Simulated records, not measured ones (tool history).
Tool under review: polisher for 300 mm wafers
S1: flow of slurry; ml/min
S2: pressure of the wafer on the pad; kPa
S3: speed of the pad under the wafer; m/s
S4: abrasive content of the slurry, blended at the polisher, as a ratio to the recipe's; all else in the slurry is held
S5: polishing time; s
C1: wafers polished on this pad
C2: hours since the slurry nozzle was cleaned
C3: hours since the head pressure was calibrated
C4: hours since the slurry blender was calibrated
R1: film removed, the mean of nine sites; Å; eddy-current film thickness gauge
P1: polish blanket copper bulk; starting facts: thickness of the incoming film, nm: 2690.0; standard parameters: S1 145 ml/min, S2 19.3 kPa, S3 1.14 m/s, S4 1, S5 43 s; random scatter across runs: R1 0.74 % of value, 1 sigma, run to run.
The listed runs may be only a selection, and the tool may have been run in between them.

run 1 day=0.25 | S1=145 S2=19.3 S3=1.14 S4=1 S5=43 | C1=344 C2=118.4 C3=328.6 C4=131.1 | R1=5057.7
run 2 day=0.75 | S1=145 S2=19.3 S3=1.76 S4=1 S5=43 | C1=450 C2=130.4 C3=340.6 C4=143.1 | R1=7807.2
run 3 day=1.033 | S1=145 S2=19.3 S3=1.4 S4=1 S5=30 | C1=511 C2=137.2 C3=347.4 C4=149.9 | R1=4281.3
run 4 day=1.479 | S1=145 S2=19.3 S3=1.14 S4=1 S5=66 | C1=605 C2=147.9 C3=358.1 C4=160.6 | R1=7733.6
run 5 day=1.788 | S1=145 S2=19.3 S3=1.14 S4=0.55 S5=43 | C1=671 C2=155.3 C3=365.5 C4=168 | R1=4447.1
-- day=1.796 slurry nozzle cleaned
run 6 day=2.146 | S1=145 S2=19.3 S3=1.14 S4=1 S5=43 | C1=747 C2=8.5 C3=374.1 C4=176.6 | R1=5031.1
run 7 day=2.683 | S1=200 S2=19.3 S3=1.14 S4=1 S5=43 | C1=861 C2=21.4 C3=387 C4=189.5 | R1=5274.1
run 8 day=3.183 | S1=145 S2=30.3 S3=1.14 S4=1 S5=43 | C1=967 C2=33.4 C3=399 C4=201.5 | R1=7956.3
run 9 day=3.708 | S1=145 S2=19.3 S3=0.52 S4=1 S5=43 | C1=1078 C2=46 C3=411.6 C4=214.1 | R1=2285.1
run 10 day=4.212 | S1=145 S2=19.3 S3=1.14 S4=1 S5=43 | C1=1185 C2=58.1 C3=423.7 C4=226.2 | R1=5035.6
run 11 day=4.529 | S1=145 S2=19.3 S3=1.14 S4=1 S5=43 | C1=1252 C2=65.7 C3=431.3 C4=233.8 | R1=5123.1
-- day=4.596 head pressure recalibrated
run 12 day=4.962 | S1=85 S2=19.3 S3=1.14 S4=1 S5=43 | C1=1344 C2=76.1 C3=8.9 C4=244.2 | R1=4424.4
run 13 day=5.333 | S1=145 S2=19.3 S3=1.14 S4=1 S5=43 | C1=1423 C2=85 C3=17.8 C4=253.1 | R1=5019.3
run 14 day=5.833 | S1=145 S2=19.3 S3=1.14 S4=1.3 S5=43 | C1=1529 C2=97 C3=29.8 C4=265.1 | R1=5273.6
-- day=6.058 worn pad replaced by a new one
run 15 day=6.375 | S1=145 S2=19.3 S3=1.14 S4=1 S5=19 | C1=67 C2=110 C3=42.8 C4=278.1 | R1=2243
run 16 day=6.838 | S1=145 S2=9 S3=1.14 S4=1 S5=43 | C1=165 C2=121.1 C3=53.9 C4=289.2 | R1=2355.6
run 17 day=7.125 | S1=145 S2=19.3 S3=1.14 S4=1 S5=43 | C1=226 C2=128 C3=60.8 C4=296.1 | R1=5005.4
run 18 day=7.542 | S1=145 S2=19.3 S3=1.14 S4=1 S5=43 | C1=315 C2=138 C3=70.8 C4=306.1 | R1=5015.2
run 19 day=7.954 | S1=145 S2=19.3 S3=1.14 S4=1 S5=43 | C1=402 C2=147.9 C3=80.7 C4=316 | R1=4844.9

Expected results for the next run?
run 20 day=8.504 | S1=145 S2=19.3 S3=1.14 S4=1 S5=43 | C1=519 C2=161.1 C3=93.9 C4=329.2 | R1=?

{"run 20": {"R1": 4700.8}}
